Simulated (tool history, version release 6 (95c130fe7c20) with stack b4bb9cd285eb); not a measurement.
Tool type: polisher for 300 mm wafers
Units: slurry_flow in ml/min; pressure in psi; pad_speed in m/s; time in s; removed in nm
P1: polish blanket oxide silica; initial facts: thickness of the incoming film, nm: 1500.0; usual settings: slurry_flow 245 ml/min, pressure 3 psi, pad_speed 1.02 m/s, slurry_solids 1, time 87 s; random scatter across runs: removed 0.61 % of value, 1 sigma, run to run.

| run | day | slurry_flow | pressure | pad_speed | slurry_solids | time | wafers polished on this pad | hours since the slurry nozzle was cleaned | hours since the head pressure was calibrated | hours since the slurry blender was calibrated | hours since the conditioning disc was replaced | removed |
|---|---|---|---|---|---|---|---|---|---|---|---|---|
| 1 | 0.592 | 245 | 3 | 1.02 | 1 | 87 | 387 | 288.3 | 239.8 | 188.3 | 234.8 | 216.38 |
| 2 | 0.95 | 365 | 3 | 1.02 | 1 | 87 | 450 | 296.9 | 248.4 | 196.9 | 243.4 | 222.81 |
| 3 | 1.417 | 245 | 4.5 | 1.02 | 1 | 87 | 534 | 308.1 | 259.6 | 208.1 | 254.6 | 321.43 |
|  | 1.792 | conditioning disc replaced and pad reconditioned |
| 4 | 1.975 | 245 | 1.4 | 1.02 | 1 | 87 | 633 | 321.5 | 273 | 221.5 | 4.4 | 100.98 |
| 5 | 2.579 | 245 | 3 | 1.02 | 0.75 | 125 | 741 | 336 | 287.5 | 236 | 18.9 | 270.26 |
| 6 | 3.042 | 245 | 3 | 1.02 | 1.25 | 87 | 824 | 347.1 | 298.6 | 247.1 | 30 | 234.45 |
| 7 | 3.662 | 245 | 3 | 1.36 | 1 | 87 | 934 | 362 | 313.5 | 262 | 44.9 | 270.43 |
| 8 | 4.242 | 245 | 3 | 1.02 | 1 | 40 | 1038 | 375.9 | 327.4 | 275.9 | 58.8 | 98.003 |
| 9 | 4.796 | 245 | 3 | 1.48 | 1 | 124 | 1137 | 389.2 | 340.7 | 289.2 | 72.1 | 413.54 |
| 10 | 5.117 | 245 | 3 | 0.5 | 1 | 87 | 1194 | 396.9 | 348.4 | 296.9 | 79.8 | 121.55 |
| 11 | 5.683 | 245 | 3 | 1.02 | 1 | 87 | 1295 | 410.5 | 362 | 310.5 | 93.4 | 214.48 |
| 12 | 6.075 | 245 | 3 | 1.02 | 0.5 | 87 | 1365 | 419.9 | 371.4 | 319.9 | 102.8 | 146.51 |
| 13 | 6.625 | 245 | 3 | 1.02 | 1 | 134 | 1463 | 433.1 | 384.6 | 333.1 | 116 | 333.83 |
| 14 | 7.05 | 245 | 3 | 1.02 | 1 | 87 | 1539 | 443.3 | 394.8 | 343.3 | 126.2 | 215.23 |
| 15 | 7.642 | 145 | 3 | 1.02 | 1 | 87 | 1644 | 457.5 | 409 | 357.5 | 140.4 | 198.7 |
| 16 | 8.2 | 245 | 3 | 1.02 | 1 | 87 | 1744 | 470.9 | 422.4 | 370.9 | 153.8 | 212.88 |
| 17 | 8.525 | 245 | 4.2 | 1.02 | 1 | 62 | 1802 | 478.7 | 430.2 | 378.7 | 161.6 | 214.68 |
| 18 | 9.188 | 245 | 3 | 1.02 | 1 | 87 | 1920 | 494.6 | 446.1 | 394.6 | 177.5 | 217.53 |
| 19 | 9.708 | 245 | 3 | 1.02 | 1 | 87 | 2013 | 507.1 | 458.6 | 407.1 | 190 | 217.53 |
| 20 | 10.012 | 245 | 3 | 1.02 | 1 | 87 | 2067 | 514.4 | 465.9 | 414.4 | 197.3 | 215.78 |

The next listed run, before its measurement:
| 21 | 10.304 | 245 | 3 | 1.02 | 1 | 87 | 2119 | 521.4 | 472.9 | 421.4 | 204.3 | ? |

removed: 212.84 nm

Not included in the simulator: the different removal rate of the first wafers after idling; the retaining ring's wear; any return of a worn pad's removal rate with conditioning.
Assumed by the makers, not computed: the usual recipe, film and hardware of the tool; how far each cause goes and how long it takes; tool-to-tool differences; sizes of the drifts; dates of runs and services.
